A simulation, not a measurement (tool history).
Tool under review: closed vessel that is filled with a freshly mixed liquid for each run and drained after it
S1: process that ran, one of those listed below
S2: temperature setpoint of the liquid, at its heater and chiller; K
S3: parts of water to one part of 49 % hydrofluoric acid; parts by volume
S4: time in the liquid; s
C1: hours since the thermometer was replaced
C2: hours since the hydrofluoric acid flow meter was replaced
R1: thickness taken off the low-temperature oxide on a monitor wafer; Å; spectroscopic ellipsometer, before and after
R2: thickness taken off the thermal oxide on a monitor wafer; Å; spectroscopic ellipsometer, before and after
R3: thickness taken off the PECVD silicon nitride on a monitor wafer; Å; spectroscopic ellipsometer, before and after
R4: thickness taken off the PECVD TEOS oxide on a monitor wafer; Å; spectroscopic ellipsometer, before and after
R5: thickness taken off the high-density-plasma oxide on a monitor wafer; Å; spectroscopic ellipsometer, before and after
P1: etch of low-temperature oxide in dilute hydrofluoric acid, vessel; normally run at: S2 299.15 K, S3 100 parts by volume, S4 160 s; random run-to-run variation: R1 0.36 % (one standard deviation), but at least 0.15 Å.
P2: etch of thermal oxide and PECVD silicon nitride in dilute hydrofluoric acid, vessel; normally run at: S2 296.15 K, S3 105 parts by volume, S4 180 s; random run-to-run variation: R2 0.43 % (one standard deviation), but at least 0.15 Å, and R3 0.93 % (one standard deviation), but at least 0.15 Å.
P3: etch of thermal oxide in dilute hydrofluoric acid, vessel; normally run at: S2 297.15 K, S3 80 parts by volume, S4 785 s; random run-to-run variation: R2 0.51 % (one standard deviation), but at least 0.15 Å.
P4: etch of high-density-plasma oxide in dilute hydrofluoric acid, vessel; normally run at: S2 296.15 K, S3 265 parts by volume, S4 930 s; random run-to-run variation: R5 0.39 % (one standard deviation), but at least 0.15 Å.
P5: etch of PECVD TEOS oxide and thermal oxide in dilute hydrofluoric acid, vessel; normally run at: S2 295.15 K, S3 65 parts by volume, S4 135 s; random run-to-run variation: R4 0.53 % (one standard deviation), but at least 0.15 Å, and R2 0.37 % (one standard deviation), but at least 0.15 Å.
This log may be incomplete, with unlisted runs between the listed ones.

run   hour  S1      S2   S3   S4      C1      C2      R1      R2      R3      R4      R5
  1    8.2  P1  299.15  100  160   692.1  1187.3  257.36
  2   22.1  P1  299.15  100  160     706  1201.2  258.52
  3   39.6  P3  297.15   80  785   723.5  1218.7          478.22
  4     58  P3  297.15   80  270   741.9  1237.1          163.27
  5   68.4  P2  296.15  105  180   752.3  1247.5          77.965  27.451
  6     82  P5  295.15   65  135   765.9  1261.1          96.931          169.54
  7   95.7  P4  296.15  155  930   779.6  1274.8                                   282.2
  8  109.9  P2  296.15   40  180   793.8    1289          223.04  71.498
  9  121.7  P1  302.65  100  160   805.6  1300.8  293.32
 10  132.3  P4  296.15  265  235   816.2  1311.4                                  37.127
 11  143.2  P1  299.15   20   60   827.1  1322.3  533.36
 12  156.1  P5  295.15   65  210     840  1335.2          151.13          262.42
 13    173  P5  295.15   20  135   856.9  1352.1          334.11          577.02
 14  187.1  P1  292.65  100  160     871  1366.2  197.97
 15  198.6  P3  297.15   35  785   882.5  1377.7          1156.6
 16  214.4  P1  299.15  100  315   898.3  1393.5  509.59
 17  232.6  P1  299.15   45  160   916.5  1411.7   612.6
 18  244.9  P3  305.65   80  785   928.8    1424          658.63
 19  257.8  P1  299.15  100  160   941.7  1436.9   257.9
 20  275.3  P4  290.15  265  930   959.2  1454.4                                  118.36
 21  292.6  P2  290.15  105  180   976.5  1471.7          61.486  18.194
 22  304.9  P1  299.15  100  160   988.8    1484  256.22
 23  317.2  P2  296.15  105  335  1001.1  1496.3          147.05  51.079
 24  333.7  P5  295.15   65  135  1017.6  1512.8          96.988          169.96
 25  342.1  P2  296.15  105  180    1026  1521.2          78.255    27.6
 26  350.7  P1  299.15  160  160  1034.6  1529.8  150.23
 27  359.4  P1  299.15  100   85  1043.3  1538.5  137.07
 28    377  P5  301.15   65  135  1060.9  1556.1          123.38             216
 29  387.3  P4  296.15  265  930  1071.2  1566.4                                  147.81
 30  396.1  P1  299.15  100  160    1080  1575.2   256.8
 31  407.9  P1  299.15  100  160  1091.8    1587  249.67
 32  419.9  P1  299.15  100  160  1103.8    1599  246.08
 33  437.4  P1  299.15  100  160  1121.3  1616.5  243.17
 34  455.1  P1  299.15  100  160    1139  1634.2  240.37
 35  469.4  P1  299.15  100  160  1153.3  1648.5  239.02
 36  485.6  P1  299.15  100  160  1169.5  1664.7  239.73
 37  503.8  P1  299.15  100  160  1187.7  1682.9  238.98

P1 has crept away from where it was. The log is fitted equally well by each of these 2 causes, at the sizes shown:
A: hydrofluoric acid flow below the setpoint (%) = 6.19
B: liquid colder than its thermometer reads (K) = 1.85
The drift started at roughly hour 396.1.

The list below offers 4 check runs, each averaging the results of 2 wafers, and shows each result as a question mark. For which of them would the listed causes give clearly different results?
check 1   522  P3  297.15   50  785               ?
check 2   522  P2  290.15   75  180               ?   ?
check 3   522  P4  290.15  265  930                           ?
check 4   522  P5  301.15   65  135               ?       ?

If the cause were each of the candidates in turn, the checks would give the following:
  check  result    if A    if B
check 1      R2  739.98  733.78
check 2      R2  82.895  82.022
check 2      R3  23.898  22.301
check 3      R5  109.03  109.77
check 4      R2  115.28  114.89
check 4      R4  200.28  199.61
How far apart the two closest causes lie, in the result that separates them most: check 1 0.84 %; check 2 6.92 %; check 3 0.68 %; check 4 0.33 %
The causes can be told apart only by check 2. The other checks would give nearly the same results under each of them.

With check 2 done, the readings were: R2 83.227 Å; R3 23.869 Å. Identify which of the listed causes applies.

The correct cause is A, namely: hydrofluoric acid flow below the setpoint (%).

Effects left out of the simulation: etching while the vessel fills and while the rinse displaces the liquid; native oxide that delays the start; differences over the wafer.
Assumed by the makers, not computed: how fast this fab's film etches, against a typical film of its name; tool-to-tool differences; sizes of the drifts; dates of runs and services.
